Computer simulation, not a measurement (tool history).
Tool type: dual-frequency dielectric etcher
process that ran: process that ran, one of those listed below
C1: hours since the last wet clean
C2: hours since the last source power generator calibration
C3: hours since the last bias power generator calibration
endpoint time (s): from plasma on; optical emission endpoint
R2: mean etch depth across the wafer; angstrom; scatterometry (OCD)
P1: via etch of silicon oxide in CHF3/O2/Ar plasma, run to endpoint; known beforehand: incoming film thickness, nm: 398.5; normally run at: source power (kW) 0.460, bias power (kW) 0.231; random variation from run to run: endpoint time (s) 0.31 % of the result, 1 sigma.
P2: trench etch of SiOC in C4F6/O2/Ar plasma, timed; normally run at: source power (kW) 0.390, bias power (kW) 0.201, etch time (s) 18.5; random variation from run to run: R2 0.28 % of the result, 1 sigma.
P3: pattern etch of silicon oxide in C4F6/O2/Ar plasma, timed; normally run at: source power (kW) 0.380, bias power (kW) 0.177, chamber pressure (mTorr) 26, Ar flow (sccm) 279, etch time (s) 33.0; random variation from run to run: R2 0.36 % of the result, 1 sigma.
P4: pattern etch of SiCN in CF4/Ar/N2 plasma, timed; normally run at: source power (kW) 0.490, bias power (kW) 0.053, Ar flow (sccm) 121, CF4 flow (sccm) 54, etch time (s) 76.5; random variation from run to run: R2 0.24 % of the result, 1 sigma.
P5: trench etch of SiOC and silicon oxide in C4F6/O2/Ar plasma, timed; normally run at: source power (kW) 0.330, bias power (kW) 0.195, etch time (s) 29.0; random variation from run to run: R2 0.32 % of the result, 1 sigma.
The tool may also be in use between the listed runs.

Run 1, hour 13.3: process that ran P1, source power (kW) 0.460, bias power (kW) 0.231; C1 216.9; C2 1422.1; C3 830.2. Result: endpoint time (s) 208.97.
Run 2, hour 23.3: process that ran P4, source power (kW) 0.490, bias power (kW) 0.053, Ar flow (sccm) 170, CF4 flow (sccm) 54, etch time (s) 76.5; C1 226.9; C2 1432.1; C3 840.2. Result: R2 547.84 angstrom.
Run 3, hour 35.4: process that ran P2, source power (kW) 0.390, bias power (kW) 0.201, etch time (s) 18.5; C1 239.0; C2 1444.2; C3 852.3. Result: R2 403.06 angstrom.
Run 4, hour 42.2: process that ran P1, source power (kW) 0.460, bias power (kW) 0.231; C1 245.8; C2 1451.0; C3 859.1. Result: endpoint time (s) 208.67.
Run 5, hour 55.0: process that ran P5, source power (kW) 0.330, bias power (kW) 0.195, etch time (s) 41.5; C1 258.6; C2 1463.8; C3 871.9. Result: R2 784.30 angstrom.
Run 6, hour 68.7: process that ran P3, source power (kW) 0.380, bias power (kW) 0.177, Ar flow (sccm) 279, etch time (s) 46.5, chamber pressure (mTorr) 26; C1 272.3; C2 1477.5; C3 885.6. Result: R2 1448.80 angstrom.
Run 7, hour 80.3: process that ran P5, source power (kW) 0.330, bias power (kW) 0.195, etch time (s) 29.0; C1 283.9; C2 1489.1; C3 897.2. Result: R2 551.08 angstrom.
Run 8, hour 91.7: process that ran P1, source power (kW) 0.350, bias power (kW) 0.231; C1 295.3; C2 1500.5; C3 908.6. Result: endpoint time (s) 231.93.
Run 9, hour 101.7: process that ran P1, source power (kW) 0.460, bias power (kW) 0.324; C1 305.3; C2 1510.5; C3 918.6. Result: endpoint time (s) 184.27.
Run 10, hour 108.2: process that ran P2, source power (kW) 0.270, bias power (kW) 0.201, etch time (s) 18.5; C1 311.8; C2 1517.0; C3 925.1. Result: R2 351.07 angstrom.
Run 11, hour 115.0: process that ran P1, source power (kW) 0.460, bias power (kW) 0.231; C1 318.6; C2 1523.8; C3 931.9. Result: endpoint time (s) 208.99.
Run 12, hour 127.7: process that ran P4, source power (kW) 0.490, bias power (kW) 0.053, Ar flow (sccm) 121, CF4 flow (sccm) 54, etch time (s) 76.5; C1 331.3; C2 1536.5; C3 944.6. Result: R2 583.90 angstrom.
Run 13, hour 135.4: process that ran P3, source power (kW) 0.540, bias power (kW) 0.177, Ar flow (sccm) 279, etch time (s) 33.0, chamber pressure (mTorr) 26; C1 339.0; C2 1544.2; C3 952.3. Result: R2 1178.90 angstrom.
Run 14, hour 146.7: process that ran P4, source power (kW) 0.490, bias power (kW) 0.053, Ar flow (sccm) 121, CF4 flow (sccm) 54, etch time (s) 60.0; C1 350.3; C2 1555.5; C3 963.6. Result: R2 458.70 angstrom.
Run 15, hour 158.4: process that ran P5, source power (kW) 0.230, bias power (kW) 0.195, etch time (s) 29.0; C1 362.0; C2 1567.2; C3 975.3. Result: R2 477.52 angstrom.
Run 16, hour 167.4: process that ran P5, source power (kW) 0.330, bias power (kW) 0.119, etch time (s) 29.0; C1 371.0; C2 1576.2; C3 984.3. Result: R2 472.58 angstrom.
Run 17, hour 180.6: process that ran P1, source power (kW) 0.550, bias power (kW) 0.231; C1 384.2; C2 1589.4; C3 997.5. Result: endpoint time (s) 195.42.
Run 18, hour 191.9: process that ran P4, source power (kW) 0.490, bias power (kW) 0.066, Ar flow (sccm) 121, CF4 flow (sccm) 54, etch time (s) 76.5; C1 395.5; C2 1600.7; C3 1008.8. Result: R2 634.42 angstrom.
Run 19, hour 203.1: process that ran P1, source power (kW) 0.460, bias power (kW) 0.231; C1 406.7; C2 1611.9; C3 1020.0. Result: endpoint time (s) 208.62.
Run 20, hour 212.2: process that ran P1, source power (kW) 0.460, bias power (kW) 0.180; C1 415.8; C2 1621.0; C3 1029.1. Result: endpoint time (s) 228.28.
Run 21, hour 225.9: process that ran P4, source power (kW) 0.680, bias power (kW) 0.053, Ar flow (sccm) 121, CF4 flow (sccm) 54, etch time (s) 76.5; C1 429.5; C2 1634.7; C3 1042.8. Result: R2 779.72 angstrom.
At hour 226.3: bias power generator calibrated.
Run 22, hour 239.1: process that ran P3, source power (kW) 0.380, bias power (kW) 0.177, Ar flow (sccm) 359, etch time (s) 33.0, chamber pressure (mTorr) 26; C1 442.7; C2 1647.9; C3 12.8. Result: R2 995.56 angstrom.
Run 23, hour 247.8: process that ran P3, source power (kW) 0.380, bias power (kW) 0.177, Ar flow (sccm) 279, etch time (s) 33.0, chamber pressure (mTorr) 31; C1 451.4; C2 1656.6; C3 21.5. Result: R2 1001.60 angstrom.
Run 24, hour 260.4: process that ran P1, source power (kW) 0.460, bias power (kW) 0.231; C1 464.0; C2 1669.2; C3 34.1. Result: endpoint time (s) 209.29.
Run 25, hour 272.2: process that ran P1, source power (kW) 0.550, bias power (kW) 0.321; C1 475.8; C2 1681.0; C3 45.9. Result: endpoint time (s) 173.22.
Run 26, hour 284.1: process that ran P4, source power (kW) 0.490, bias power (kW) 0.053, Ar flow (sccm) 121, CF4 flow (sccm) 44, etch time (s) 76.5; C1 487.7; C2 1692.9; C3 57.8. Result: R2 562.10 angstrom.
At hour 286.2: source power generator calibrated.
Run 27, hour 290.5: process that ran P2, source power (kW) 0.390, bias power (kW) 0.201, etch time (s) 18.5; C1 494.1; C2 4.3; C3 64.2. Result: R2 401.26 angstrom.
Run 28, hour 300.8: process that ran P2, source power (kW) 0.390, bias power (kW) 0.128, etch time (s) 18.5; C1 504.4; C2 14.6; C3 74.5. Result: R2 351.40 angstrom.
Run 29, hour 312.6: process that ran P3, source power (kW) 0.380, bias power (kW) 0.177, Ar flow (sccm) 279, etch time (s) 33.0, chamber pressure (mTorr) 26; C1 516.2; C2 26.4; C3 86.3. Result: R2 1021.80 angstrom.
Run 30, hour 324.7: process that ran P3, source power (kW) 0.380, bias power (kW) 0.138, Ar flow (sccm) 279, etch time (s) 33.0, chamber pressure (mTorr) 26; C1 528.3; C2 38.5; C3 98.4. Result: R2 948.32 angstrom.
Run 31, hour 331.2: process that ran P2, source power (kW) 0.390, bias power (kW) 0.201, etch time (s) 13.0; C1 534.8; C2 45.0; C3 104.9. Result: R2 282.04 angstrom.
Run 32, hour 340.1: process that ran P1, source power (kW) 0.460, bias power (kW) 0.231; C1 543.7; C2 53.9; C3 113.8. Result: endpoint time (s) 208.91.
Run 33, hour 350.4: process that ran P1, source power (kW) 0.460, bias power (kW) 0.231; C1 554.0; C2 64.2; C3 124.1. Result: endpoint time (s) 207.99.
Run 34, hour 358.0: process that ran P1, source power (kW) 0.460, bias power (kW) 0.231; C1 561.6; C2 71.8; C3 131.7. Result: endpoint time (s) 205.30.
Run 35, hour 369.7: process that ran P1, source power (kW) 0.460, bias power (kW) 0.231; C1 573.3; C2 83.5; C3 143.4. Result: endpoint time (s) 205.54.
Run 36, hour 376.4: process that ran P1, source power (kW) 0.460, bias power (kW) 0.231; C1 580.0; C2 90.2; C3 150.1. Result: endpoint time (s) 206.49.
At hour 377.8: wet clean of the chamber.
Run 37, hour 389.7: process that ran P1, source power (kW) 0.460, bias power (kW) 0.231; C1 12.0; C2 103.5; C3 163.4. Result: endpoint time (s) 205.76.
Run 38, hour 396.6: process that ran P1, source power (kW) 0.460, bias power (kW) 0.231; C1 18.9; C2 110.4; C3 170.3. Result: endpoint time (s) 205.88.

What P1 gives has crept away from where it was. These 2 causes fit the log equally well, each at the size given:
A: source power that arrives over what is set, % = 4.26
B: bias power that arrives over what is set, % = 4.45
The creep began at about hour 340.1.
The rest of the possible causes, and what rules out each one:
chamber walls in a state that raises the etch rate, %: serviced at hour 377.8, after the change had begun; the process did not return to its earlier output

Which of the 4 check runs listed below separates the causes, so that each cause would produce a clearly different result? Each run uses one wafer, and its results are marked with question marks.
Run check 1, hour 403.5: process that ran P3, source power (kW) 0.500, bias power (kW) 0.177, Ar flow (sccm) 348, etch time (s) 33.0, chamber pressure (mTorr) 26. Result: R2 ?.
Run check 2, hour 403.5: process that ran P5, source power (kW) 0.280, bias power (kW) 0.195, etch time (s) 37.0. Result: R2 ?.
Run check 3, hour 403.5: process that ran P2, source power (kW) 0.390, bias power (kW) 0.143, etch time (s) 18.5. Result: R2 ?.
Run check 4, hour 403.5: process that ran P4, source power (kW) 0.670, bias power (kW) 0.053, Ar flow (sccm) 144, CF4 flow (sccm) 54, etch time (s) 76.5. Result: R2 ?.

Check results expected under each cause:
  check  result     if A     if B
check 1      R2  1133.60  1130.50
check 2      R2   665.80   664.73
check 3      R2   368.28   367.07
check 4      R2   771.40   755.22
Gap, in per cent, between the two causes that each check separates least, read from the result that separates them most: check 1 0.28 %; check 2 0.16 %; check 3 0.33 %; check 4 2.12 %
Check 4 distinguishes between the causes, while the remaining checks would return nearly the same result for all of them.

Check 4 has now been run. It gave: R2 757.47 angstrom. Which of the candidate causes is it?

Of the candidate causes, it is B: bias power that arrives over what is set, %.
